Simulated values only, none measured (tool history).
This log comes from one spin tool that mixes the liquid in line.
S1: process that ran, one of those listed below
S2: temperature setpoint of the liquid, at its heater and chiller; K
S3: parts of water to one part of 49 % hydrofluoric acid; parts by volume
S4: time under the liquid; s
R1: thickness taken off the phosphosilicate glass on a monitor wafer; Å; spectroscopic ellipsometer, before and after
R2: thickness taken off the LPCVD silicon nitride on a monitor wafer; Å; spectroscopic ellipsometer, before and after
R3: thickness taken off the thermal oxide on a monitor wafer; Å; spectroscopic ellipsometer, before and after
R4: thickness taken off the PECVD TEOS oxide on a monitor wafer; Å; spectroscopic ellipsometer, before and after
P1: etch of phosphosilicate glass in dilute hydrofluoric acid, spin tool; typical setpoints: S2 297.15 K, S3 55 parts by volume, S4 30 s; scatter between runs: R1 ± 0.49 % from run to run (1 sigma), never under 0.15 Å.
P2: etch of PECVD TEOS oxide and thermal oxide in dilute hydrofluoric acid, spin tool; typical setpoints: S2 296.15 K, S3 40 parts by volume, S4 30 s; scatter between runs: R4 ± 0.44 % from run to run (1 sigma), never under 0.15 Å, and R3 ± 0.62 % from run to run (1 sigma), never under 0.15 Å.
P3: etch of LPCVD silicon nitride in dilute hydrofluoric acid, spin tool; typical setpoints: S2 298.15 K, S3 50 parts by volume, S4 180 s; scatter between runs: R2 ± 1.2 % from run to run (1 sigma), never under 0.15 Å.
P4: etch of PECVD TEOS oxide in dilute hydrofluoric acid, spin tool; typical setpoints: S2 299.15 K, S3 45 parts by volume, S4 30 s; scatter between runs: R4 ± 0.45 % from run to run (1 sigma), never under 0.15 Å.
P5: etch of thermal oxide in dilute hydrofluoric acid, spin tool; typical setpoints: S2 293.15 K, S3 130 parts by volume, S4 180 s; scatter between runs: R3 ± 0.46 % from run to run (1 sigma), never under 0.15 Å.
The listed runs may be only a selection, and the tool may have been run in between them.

{"run": 1, "hour": 3.5, "S1": "P1", "S2": 297.15, "S3": 55, "S4": 30, "R1": 611.27}
{"run": 2, "hour": 9.1, "S1": "P1", "S2": 297.15, "S3": 80, "S4": 30, "R1": 410.59}
{"run": 3, "hour": 12.2, "S1": "P3", "S2": 298.15, "S3": 85, "S4": 180, "R2": 11.676}
{"run": 4, "hour": 17.7, "S1": "P5", "S2": 293.15, "S3": 220, "S4": 180, "R3": 27.433}
{"run": 5, "hour": 20.5, "S1": "P3", "S2": 298.15, "S3": 50, "S4": 180, "R2": 19.764}
{"run": 6, "hour": 25.2, "S1": "P2", "S2": 290.15, "S3": 40, "S4": 30, "R3": 30.006, "R4": 71.878}
{"run": 7, "hour": 31.2, "S1": "P4", "S2": 299.15, "S3": 45, "S4": 30, "R4": 195.1}
{"run": 8, "hour": 35.3, "S1": "P1", "S2": 297.15, "S3": 55, "S4": 55, "R1": 1113.8}
{"run": 9, "hour": 39.3, "S1": "P1", "S2": 291.65, "S3": 55, "S4": 30, "R1": 485.0}
{"run": 10, "hour": 45.3, "S1": "P1", "S2": 297.15, "S3": 55, "S4": 15, "R1": 304.69}
{"run": 11, "hour": 48.8, "S1": "P4", "S2": 299.15, "S3": 45, "S4": 55, "R4": 353.86}
{"run": 12, "hour": 52.2, "S1": "P1", "S2": 297.15, "S3": 55, "S4": 30, "R1": 613.36}
{"run": 13, "hour": 58.0, "S1": "P2", "S2": 296.15, "S3": 20, "S4": 30, "R3": 78.005, "R4": 191.8}
{"run": 14, "hour": 63.8, "S1": "P3", "S2": 298.15, "S3": 50, "S4": 285, "R2": 30.69}
{"run": 15, "hour": 69.6, "S1": "P4", "S2": 307.15, "S3": 45, "S4": 30, "R4": 263.67}
{"run": 16, "hour": 72.6, "S1": "P2", "S2": 296.15, "S3": 40, "S4": 15, "R3": 18.88, "R4": 46.603}
{"run": 17, "hour": 76.1, "S1": "P4", "S2": 299.15, "S3": 45, "S4": 30, "R4": 192.63}
{"run": 18, "hour": 82.3, "S1": "P2", "S2": 296.15, "S3": 40, "S4": 30, "R3": 37.865, "R4": 93.905}
{"run": 19, "hour": 85.2, "S1": "P1", "S2": 297.15, "S3": 55, "S4": 30, "R1": 614.04}
{"run": 20, "hour": 90.2, "S1": "P5", "S2": 293.15, "S3": 130, "S4": 320, "R3": 90.857}
{"run": 21, "hour": 93.1, "S1": "P5", "S2": 293.15, "S3": 130, "S4": 180, "R3": 51.035}
{"run": 22, "hour": 99.0, "S1": "P1", "S2": 297.15, "S3": 55, "S4": 30, "R1": 607.64}
{"run": 23, "hour": 102.2, "S1": "P1", "S2": 297.15, "S3": 55, "S4": 30, "R1": 608.45}
{"run": 24, "hour": 108.2, "S1": "P1", "S2": 297.15, "S3": 20, "S4": 30, "R1": 1768.9}
{"run": 25, "hour": 111.2, "S1": "P1", "S2": 302.65, "S3": 30, "S4": 30, "R1": 1445.9}
{"run": 26, "hour": 115.4, "S1": "P2", "S2": 296.15, "S3": 40, "S4": 30, "R3": 38.091, "R4": 93.078}
{"run": 27, "hour": 119.8, "S1": "P5", "S2": 290.15, "S3": 130, "S4": 180, "R3": 44.659}
{"run": 28, "hour": 125.2, "S1": "P1", "S2": 302.65, "S3": 55, "S4": 30, "R1": 761.06}
{"run": 29, "hour": 127.9, "S1": "P3", "S2": 304.15, "S3": 50, "S4": 180, "R2": 28.002}
{"run": 30, "hour": 131.7, "S1": "P4", "S2": 299.15, "S3": 30, "S4": 30, "R4": 295.67}
{"run": 31, "hour": 137.0, "S1": "P1", "S2": 297.15, "S3": 55, "S4": 30, "R1": 612.49}
{"run": 32, "hour": 141.9, "S1": "P1", "S2": 297.15, "S3": 55, "S4": 30, "R1": 634.35}
{"run": 33, "hour": 146.1, "S1": "P1", "S2": 297.15, "S3": 55, "S4": 30, "R1": 636.5}
{"run": 34, "hour": 151.8, "S1": "P1", "S2": 297.15, "S3": 55, "S4": 30, "R1": 651.88}
{"run": 35, "hour": 157.8, "S1": "P1", "S2": 297.15, "S3": 55, "S4": 30, "R1": 652.45}
{"run": 36, "hour": 162.6, "S1": "P1", "S2": 297.15, "S3": 55, "S4": 30, "R1": 659.3}
{"run": 37, "hour": 166.7, "S1": "P1", "S2": 297.15, "S3": 55, "S4": 30, "R1": 655.89}
{"run": 38, "hour": 172.3, "S1": "P1", "S2": 297.15, "S3": 55, "S4": 30, "R1": 656.95}
{"run": 39, "hour": 176.4, "S1": "P1", "S2": 297.15, "S3": 55, "S4": 30, "R1": 663.7}

Something has made what P1 gives creep away from where it was; the 2 causes below, each at its own stated size, fit the log equally well:
A: liquid hotter than its thermometer reads (K) = 1.83
B: hydrofluoric acid flow above the setpoint (%) = 7.18
At approximately hour 137.0, the process output began to creep.

4 check runs are offered, each on 5 wafers whose results are averaged, their results left as question marks. Which one tells the causes apart?
{"run": "check 1", "hour": 180.5, "S1": "P4", "S2": 299.15, "S3": 45, "S4": 30, "R4": "?"}
{"run": "check 2", "hour": 180.5, "S1": "P5", "S2": 293.15, "S3": 130, "S4": 180, "R3": "?"}
{"run": "check 3", "hour": 180.5, "S1": "P2", "S2": 296.15, "S3": 40, "S4": 30, "R3": "?", "R4": "?"}
{"run": "check 4", "hour": 180.5, "S1": "P3", "S2": 298.15, "S3": 50, "S4": 180, "R2": "?"}

Outcome of each check run for each possible cause:
check=check_1 result=R4 if_A=208.290 if_B=208.200
check=check_2 result=R3 if_A=54.798 if_B=55.107
check=check_3 result=R3 if_A=41.086 if_B=40.958
check=check_3 result=R4 if_A=100.840 if_B=100.520
check=check_4 result=R2 if_A=21.909 if_B=20.763
Smallest distance between any two causes, each pair judged by its most separating result, in per cent: check 1 0.05 %; check 2 0.56 %; check 3 0.31 %; check 4 5.37 %
Only in check 4 would the causes give clearly different results; in the remaining checks their results would be nearly the same.

Running check 4 produced the following: R2 21.931 Å. Which one of the listed causes fits?

A is the cause: liquid hotter than its thermometer reads (K).
